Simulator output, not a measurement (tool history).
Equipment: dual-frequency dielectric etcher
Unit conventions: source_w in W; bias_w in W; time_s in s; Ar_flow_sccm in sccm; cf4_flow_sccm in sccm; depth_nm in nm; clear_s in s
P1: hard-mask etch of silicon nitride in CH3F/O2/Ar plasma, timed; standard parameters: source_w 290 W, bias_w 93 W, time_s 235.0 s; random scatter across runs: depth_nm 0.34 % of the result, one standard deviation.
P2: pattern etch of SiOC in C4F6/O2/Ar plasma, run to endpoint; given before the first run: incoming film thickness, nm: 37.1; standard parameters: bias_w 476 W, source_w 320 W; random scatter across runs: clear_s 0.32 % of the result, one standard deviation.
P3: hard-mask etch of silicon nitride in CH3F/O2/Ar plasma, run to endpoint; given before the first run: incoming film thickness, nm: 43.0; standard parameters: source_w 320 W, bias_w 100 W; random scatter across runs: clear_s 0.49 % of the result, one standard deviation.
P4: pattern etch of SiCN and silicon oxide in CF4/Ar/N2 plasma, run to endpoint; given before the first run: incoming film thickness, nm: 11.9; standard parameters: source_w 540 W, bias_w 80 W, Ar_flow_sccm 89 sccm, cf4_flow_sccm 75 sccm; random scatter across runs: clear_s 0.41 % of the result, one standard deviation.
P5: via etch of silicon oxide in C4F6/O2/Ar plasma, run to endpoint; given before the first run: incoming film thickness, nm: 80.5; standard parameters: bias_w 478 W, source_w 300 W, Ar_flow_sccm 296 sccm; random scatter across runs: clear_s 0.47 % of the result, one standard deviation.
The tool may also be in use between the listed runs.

run,hour,process,source_w,bias_w,time_s,Ar_flow_sccm,cf4_flow_sccm,depth_nm,clear_s
1,6.7,P1,290,93,235.0,,,157.47,
2,13.0,P2,320,349,,,,,15.769
3,20.3,P4,540,80,,125,75,,11.989
4,25.3,P1,290,93,182.0,,,121.47,
5,33.5,P1,290,130,309.5,,,233.71,
6,40.1,P1,200,93,235.0,,,137.34,
7,45.5,P1,290,93,235.0,,,157.69,
8,50.5,P4,360,80,,89,75,,16.394
9,57.3,P1,290,93,235.0,,,156.75,
10,62.2,P2,430,476,,,,,12.470
11,68.0,P1,290,93,296.0,,,198.75,
12,75.6,P5,300,478,,296,,,19.716
13,79.4,P2,320,476,,,,,14.000
14,84.9,P1,380,93,235.0,,,174.21,
15,92.3,P1,290,71,235.0,,,143.24,
16,97.6,P3,320,100,,,,,59.795
17,104.8,P4,540,58,,89,75,,12.566
18,112.1,P4,540,80,,89,60,,11.757
19,116.7,P4,540,80,,89,75,,11.422
20,120.7,P3,320,131,,,,,54.333
21,128.3,P5,190,478,,296,,,23.212
22,134.6,P1,290,121,235.0,,,173.18,
23,142.0,P1,290,93,235.0,,,156.98,
24,147.9,P1,290,130,319.5,,,242.10,
25,152.5,P5,300,349,,296,,,22.202
26,160.4,P2,320,476,,,,,13.980
27,167.8,P1,290,93,235.0,,,157.55,
28,175.4,P1,290,93,235.0,,,156.74,
# hour 178.7: bias power generator calibrated
29,180.9,P1,370,112,235.0,,,185.61,
30,187.8,P5,300,478,,365,,,19.853
31,195.9,P3,250,100,,,,,65.586
32,203.0,P1,290,93,235.0,,,157.54,
33,208.0,P1,290,93,235.0,,,159.88,
34,215.7,P1,290,93,235.0,,,159.65,
35,220.6,P1,290,93,235.0,,,158.96,
36,226.3,P1,290,93,235.0,,,159.61,
# hour 227.4: wet clean of the chamber
37,233.9,P1,290,93,235.0,,,161.13,
38,240.9,P1,290,93,235.0,,,160.58,

P1 has crept away from where it was. The log is fitted equally well by each of these 2 causes, at the sizes shown:
A: source power that arrives over what is set, % = 4.74
B: bias power that arrives over what is set, % = 4.73
The gradual shift began around hour 203.0.
Excluded causes, each with its reason:
chamber walls in a state that raises the etch rate, %: serviced after onset, at hour 227.4, with no recovery of the prior output

Which of the check runs below tells the causes apart, meaning the causes would give it clearly different results? Each run uses 2 wafers whose results are averaged, and each result is shown as a question mark.
check 1,247.9,P2,320,476,,,,,?
check 2,247.9,P4,540,80,,89,75,,?
check 3,247.9,P5,300,478,,296,,,?
check 4,247.9,P3,320,100,,,,,?

Predicted outcomes, by check and by cause:
check,result,if A,if B
check 1,clear_s,13.760,13.756
check 2,clear_s,10.941,11.224
check 3,clear_s,19.315,19.307
check 4,clear_s,58.656,58.650
Minimum pairwise separation of causes per check, each pair taken at its best-separating result: check 1 0.03 %; check 2 2.56 %; check 3 0.04 %; check 4 0.01 %
Of the check runs offered, only check 2 discriminates between the causes; the rest would read about the same regardless of which cause applies.

The results of check 2 are: clear_s 10.962 s. Based on these, which of the listed causes is it?

It was cause A: source power that arrives over what is set, %.
